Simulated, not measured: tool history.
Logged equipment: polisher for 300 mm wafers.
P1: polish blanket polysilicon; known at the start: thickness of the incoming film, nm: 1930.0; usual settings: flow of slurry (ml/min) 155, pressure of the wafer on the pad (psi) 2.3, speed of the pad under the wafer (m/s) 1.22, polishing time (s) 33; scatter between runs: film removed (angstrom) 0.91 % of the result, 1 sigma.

| run | hour | flow of slurry (ml/min) | pressure of the wafer on the pad (psi) | speed of the pad under the wafer (m/s) | polishing time (s) | wafers polished on this pad | hours since the slurry nozzle was cleaned | hours since the head pressure was calibrated | film removed (angstrom) |
|---|---|---|---|---|---|---|---|---|---|
| 1 | 8.3 | 155 | 2.3 | 1.22 | 33 | 658 | 215.6 | 155.6 | 2209.6 |
| 2 | 18.2 | 155 | 2.3 | 1.84 | 33 | 813 | 225.5 | 165.5 | 3316.3 |
| 3 | 22.9 | 155 | 2.3 | 1.22 | 33 | 886 | 230.2 | 170.2 | 2191.5 |
| 4 | 28.5 | 155 | 2.3 | 1.22 | 33 | 974 | 235.8 | 175.8 | 2203.9 |
| 5 | 37.3 | 205 | 2.3 | 1.22 | 33 | 1112 | 244.6 | 184.6 | 2300.7 |
| 6 | 42.4 | 155 | 2.3 | 1.22 | 16 | 1191 | 249.7 | 189.7 | 1060.7 |
|  | 42.5 | worn pad replaced by a new one |
| 7 | 52 | 155 | 3.5 | 1.22 | 33 | 148 | 259.3 | 199.3 | 3349.8 |
| 8 | 57.3 | 155 | 2.3 | 0.82 | 33 | 231 | 264.6 | 204.6 | 1473.5 |
| 9 | 64.3 | 155 | 2.3 | 1.22 | 52 | 341 | 271.6 | 211.6 | 3489.2 |
| 10 | 72.7 | 105 | 2.3 | 1.22 | 33 | 472 | 280 | 220 | 2038.2 |
| 11 | 79.9 | 195 | 2.3 | 0.94 | 33 | 585 | 287.2 | 227.2 | 1787 |
| 12 | 87.8 | 155 | 2.3 | 1.22 | 33 | 709 | 295.1 | 235.1 | 2245.1 |
| 13 | 93.1 | 155 | 2.3 | 1.22 | 33 | 792 | 300.4 | 240.4 | 2216.8 |
| 14 | 100.2 | 155 | 1.3 | 1.22 | 33 | 903 | 307.5 | 247.5 | 1243.8 |
| 15 | 105.8 | 155 | 1.7 | 0.9 | 33 | 991 | 313.1 | 253.1 | 1214.7 |
| 16 | 111.5 | 155 | 2.3 | 1.22 | 33 | 1080 | 318.8 | 258.8 | 2219 |
| 17 | 117 | 155 | 2.3 | 1.22 | 33 | 1166 | 324.3 | 264.3 | 2146.3 |
| 18 | 124 | 155 | 2.3 | 1.22 | 33 | 1275 | 331.3 | 271.3 | 2069.7 |

What will run 19 give?
| 19 | 128.4 | 155 | 2.3 | 1.22 | 33 | 1344 | 335.7 | 275.7 | ? |

film removed (angstrom): 2055.9

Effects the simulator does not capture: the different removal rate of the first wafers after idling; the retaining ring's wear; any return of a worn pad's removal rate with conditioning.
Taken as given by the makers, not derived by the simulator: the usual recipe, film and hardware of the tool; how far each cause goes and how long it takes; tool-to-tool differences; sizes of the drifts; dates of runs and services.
